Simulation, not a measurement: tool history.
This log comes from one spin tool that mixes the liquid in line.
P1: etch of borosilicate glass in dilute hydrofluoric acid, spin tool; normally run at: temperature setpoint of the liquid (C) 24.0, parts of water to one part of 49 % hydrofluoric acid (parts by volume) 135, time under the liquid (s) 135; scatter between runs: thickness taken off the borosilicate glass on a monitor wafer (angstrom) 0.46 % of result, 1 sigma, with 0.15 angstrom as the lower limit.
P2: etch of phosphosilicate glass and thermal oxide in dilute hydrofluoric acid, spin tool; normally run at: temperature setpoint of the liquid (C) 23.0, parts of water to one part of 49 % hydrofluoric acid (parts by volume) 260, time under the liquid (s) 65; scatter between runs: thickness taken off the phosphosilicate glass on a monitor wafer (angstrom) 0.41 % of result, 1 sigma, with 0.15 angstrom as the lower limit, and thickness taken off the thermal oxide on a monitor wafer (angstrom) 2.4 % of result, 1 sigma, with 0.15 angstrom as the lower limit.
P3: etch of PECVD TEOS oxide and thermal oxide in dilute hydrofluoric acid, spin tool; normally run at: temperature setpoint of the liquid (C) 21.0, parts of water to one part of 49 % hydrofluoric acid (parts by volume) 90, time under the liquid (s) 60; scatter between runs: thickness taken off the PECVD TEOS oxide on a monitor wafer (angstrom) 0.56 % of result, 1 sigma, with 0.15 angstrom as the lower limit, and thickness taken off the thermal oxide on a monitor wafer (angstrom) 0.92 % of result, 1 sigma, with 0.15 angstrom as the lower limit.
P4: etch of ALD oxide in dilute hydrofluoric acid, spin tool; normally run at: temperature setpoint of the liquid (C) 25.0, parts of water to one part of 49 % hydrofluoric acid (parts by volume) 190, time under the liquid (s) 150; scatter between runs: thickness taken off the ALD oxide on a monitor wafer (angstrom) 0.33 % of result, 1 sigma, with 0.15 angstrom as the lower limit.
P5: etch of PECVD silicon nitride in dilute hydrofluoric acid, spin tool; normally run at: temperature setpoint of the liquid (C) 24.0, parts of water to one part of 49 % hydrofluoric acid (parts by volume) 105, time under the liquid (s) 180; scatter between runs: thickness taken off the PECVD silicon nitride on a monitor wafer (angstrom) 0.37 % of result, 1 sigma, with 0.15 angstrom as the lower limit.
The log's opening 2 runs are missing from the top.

| run | hour | process that ran | temperature setpoint of the liquid (C) | parts of water to one part of 49 % hydrofluoric acid (parts by volume) | time under the liquid (s) | hours since the thermometer was replaced | hours since the hydrofluoric acid flow meter was replaced | thickness taken off the borosilicate glass on a monitor wafer (angstrom) | thickness taken off the PECVD silicon nitride on a monitor wafer (angstrom) | thickness taken off the PECVD TEOS oxide on a monitor wafer (angstrom) | thickness taken off the thermal oxide on a monitor wafer (angstrom) | thickness taken off the phosphosilicate glass on a monitor wafer (angstrom) | thickness taken off the ALD oxide on a monitor wafer (angstrom) |
|---|---|---|---|---|---|---|---|---|---|---|---|---|---|
| 3 | 21.4 | P1 | 19.0 | 135 | 25 | 833.3 | 454.2 | 63.229 |  |  |  |  |  |
| 4 | 28.4 | P1 | 17.0 | 135 | 135 | 840.3 | 461.2 | 316.410 |  |  |  |  |  |
| 5 | 35.5 | P5 | 24.0 | 105 | 180 | 847.4 | 468.3 |  | 94.3610 |  |  |  |  |
| 6 | 46.0 | P1 | 28.0 | 135 | 40 | 857.9 | 478.8 | 143.430 |  |  |  |  |  |
| 7 | 56.6 | P5 | 24.0 | 105 | 15 | 868.5 | 489.4 |  | 7.8149 |  |  |  |  |
| 8 | 65.1 | P3 | 21.0 | 135 | 60 | 877.0 | 497.9 |  |  | 89.438 | 18.9610 |  |  |
| 9 | 73.9 | P1 | 24.0 | 135 | 135 | 885.8 | 506.7 | 418.980 |  |  |  |  |  |
| 10 | 79.5 | P1 | 24.0 | 135 | 15 | 891.4 | 512.3 | 46.788 |  |  |  |  |  |
| 11 | 90.4 | P2 | 23.0 | 260 | 65 | 902.3 | 523.2 |  |  |  | 9.6465 | 312.48 |  |
| 12 | 100.4 | P5 | 32.0 | 105 | 180 | 912.3 | 533.2 |  | 157.9200 |  |  |  |  |
| 13 | 105.8 | P4 | 25.0 | 55 | 150 | 917.7 | 538.6 |  |  |  |  |  | 304.9700 |
| 14 | 116.2 | P2 | 23.0 | 260 | 65 | 928.1 | 549.0 |  |  |  | 9.5773 | 309.85 |  |
| 15 | 127.1 | P1 | 24.0 | 35 | 135 | 939.0 | 559.9 | 1824.600 |  |  |  |  |  |
| 16 | 136.0 | P4 | 25.0 | 190 | 15 | 947.9 | 568.8 |  |  |  |  |  | 7.2423 |
| 17 | 143.3 | P4 | 17.0 | 190 | 150 | 955.2 | 576.1 |  |  |  |  |  | 54.8980 |
| 18 | 153.1 | P3 | 21.0 | 90 | 60 | 965.0 | 585.9 |  |  | 140.400 | 29.6890 |  |  |
| 19 | 165.0 | P3 | 21.0 | 90 | 120 | 976.9 | 597.8 |  |  | 279.860 | 59.5470 |  |  |
| 20 | 173.2 | P3 | 21.0 | 90 | 60 | 985.1 | 606.0 |  |  | 140.890 | 29.6040 |  |  |
| 21 | 181.0 | P5 | 24.0 | 105 | 180 | 992.9 | 613.8 |  | 94.4990 |  |  |  |  |
| 22 | 189.5 | P1 | 24.0 | 135 | 135 | 1001.4 | 622.3 | 418.350 |  |  |  |  |  |
| 23 | 195.1 | P1 | 24.0 | 185 | 135 | 1007.0 | 627.9 | 284.390 |  |  |  |  |  |

Run 24 is up next; what results do you expect?
| 24 | 202.9 | P4 | 25.0 | 190 | 150 | 1014.8 | 635.7 |  |  |  |  |  | ? |

thickness taken off the ALD oxide on a monitor wafer (angstrom): 74.4180
